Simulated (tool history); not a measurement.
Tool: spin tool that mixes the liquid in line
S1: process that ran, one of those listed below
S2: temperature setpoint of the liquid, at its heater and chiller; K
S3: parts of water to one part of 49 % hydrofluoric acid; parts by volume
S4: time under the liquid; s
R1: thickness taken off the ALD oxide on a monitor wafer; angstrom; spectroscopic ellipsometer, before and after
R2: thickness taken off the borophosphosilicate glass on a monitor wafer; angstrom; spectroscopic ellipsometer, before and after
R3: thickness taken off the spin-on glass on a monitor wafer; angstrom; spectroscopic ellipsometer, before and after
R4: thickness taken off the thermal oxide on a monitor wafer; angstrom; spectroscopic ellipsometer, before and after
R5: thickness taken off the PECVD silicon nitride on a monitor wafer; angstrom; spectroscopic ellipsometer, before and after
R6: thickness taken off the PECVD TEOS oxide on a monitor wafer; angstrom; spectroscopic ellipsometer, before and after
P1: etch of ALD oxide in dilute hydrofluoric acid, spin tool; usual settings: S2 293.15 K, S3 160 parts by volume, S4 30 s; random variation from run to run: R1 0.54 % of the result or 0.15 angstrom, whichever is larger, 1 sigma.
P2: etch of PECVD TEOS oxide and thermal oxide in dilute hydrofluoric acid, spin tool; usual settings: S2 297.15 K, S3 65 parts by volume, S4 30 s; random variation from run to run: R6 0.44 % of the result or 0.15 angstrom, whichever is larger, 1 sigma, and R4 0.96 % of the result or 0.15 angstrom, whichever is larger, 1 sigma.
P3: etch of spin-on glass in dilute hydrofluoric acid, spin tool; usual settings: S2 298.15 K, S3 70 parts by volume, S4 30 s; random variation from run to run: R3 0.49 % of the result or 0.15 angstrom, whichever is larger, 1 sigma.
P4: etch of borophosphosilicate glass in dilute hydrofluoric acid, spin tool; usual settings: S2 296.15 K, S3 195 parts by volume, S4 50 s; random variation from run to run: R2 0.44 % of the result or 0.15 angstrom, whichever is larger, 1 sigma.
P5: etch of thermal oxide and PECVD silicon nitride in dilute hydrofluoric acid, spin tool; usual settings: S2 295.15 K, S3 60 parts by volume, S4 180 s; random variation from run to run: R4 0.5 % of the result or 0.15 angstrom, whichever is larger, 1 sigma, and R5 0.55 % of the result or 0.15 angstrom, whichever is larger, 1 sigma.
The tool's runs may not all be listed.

run	hour	S1	S2	S3	S4	R1	R2	R3	R4	R5	R6
1	4.6	P1	293.15	160	30	48.945					
2	8.3	P4	296.15	195	15		34.198				
3	14.7	P4	296.15	195	50		112.51				
4	19.9	P3	298.15	70	30			180.81			
5	24.7	P1	290.15	160	30	43.094					
6	27.9	P3	305.65	70	30			237.67			
7	31.3	P5	295.15	60	180				140.91	46.089	
8	37.5	P1	293.15	160	30	48.269					
9	42.6	P5	290.15	60	180				114.29	32.869	
10	47.2	P2	297.15	65	60				45.88		152.32
11	51	P3	298.15	70	15			89.34			
12	56.3	P5	295.15	60	285				223.22	72.261	
13	59.9	P1	293.15	225	30	32.585					
14	63.9	P1	297.15	110	30	86.464					
15	68.3	P5	295.15	60	180				140.2	46.534	
16	71.9	P3	298.15	120	30			98.468			
17	77	P1	293.15	160	60	97.02					
18	80.8	P4	300.15	195	50		130.06				
19	86.6	P1	293.15	160	30	48.595					
20	89.7	P5	295.15	20	180				447.96	132.96	
21	96	P1	298.65	285	30	29.291					
22	99.3	P4	296.15	295	50		68.478				
23	104.2	P1	293.15	160	30	48.794					
24	107.5	P3	298.15	70	30			180.03			
25	111	P2	290.15	65	30				17.394		56.269
26	113.8	P4	296.15	195	50		112.79				
27	117.6	P1	297.65	160	45	87.076					
28	122.1	P2	297.15	110	30				13.142		42.119
29	125.5	P1	298.15	160	30	59.119					
30	129.2	P1	293.15	60	30	144.7					
31	132.1	P1	293.15	160	15	24.468					
32	137.3	P2	297.15	65	30				22.841		74.696
33	140.2	P1	293.15	160	30	49.339					
34	145.8	P1	293.15	160	30	48.832					
35	151.7	P1	293.15	160	30	49.36					
36	156.2	P1	293.15	160	30	50.108					
37	161	P1	293.15	160	30	51.04					
38	167	P1	293.15	160	30	51.043					
39	172.1	P1	293.15	160	30	51.164					
40	177.7	P1	293.15	160	30	51.876					
41	181.7	P1	293.15	160	30	51.315					
42	186.1	P1	293.15	160	30	51.414					
43	192	P1	293.15	160	30	51.758					

What P1 gives has crept away from where it was. These 2 causes fit the log equally well, each at the size given:
A: liquid hotter than its thermometer reads (K) = 1.48
B: hydrofluoric acid flow above the setpoint (%) = 5.12
The creep began at about hour 145.8.

4 check runs are offered, one wafer each, their results left as question marks. Which one tells the causes apart?
check 1	197.9	P3	298.15	70	30			?			
check 2	197.9	P4	296.15	195	50		?				
check 3	197.9	P2	297.15	65	30				?		?
check 4	197.9	P5	295.15	60	180				?	?	

What each check would give under each cause:
check	result	if A	if B
check 1	R3	190.29	189.41
check 2	R2	119.69	120.29
check 3	R4	24.601	24.461
check 3	R6	80.2	79.744
check 4	R4	149.9	148.78
check 4	R5	50.877	48.323
How far apart the two closest causes lie, in the result that separates them most: check 1 0.46 %; check 2 0.5 %; check 3 0.57 %; check 4 5.15 %
Only check 4 tells the causes apart: in the others they would give nearly the same result.

Then check 4 was run and gave: R4 149.48 angstrom; R5 50.811 angstrom. Which cause is it?

It is A: liquid hotter than its thermometer reads (K).
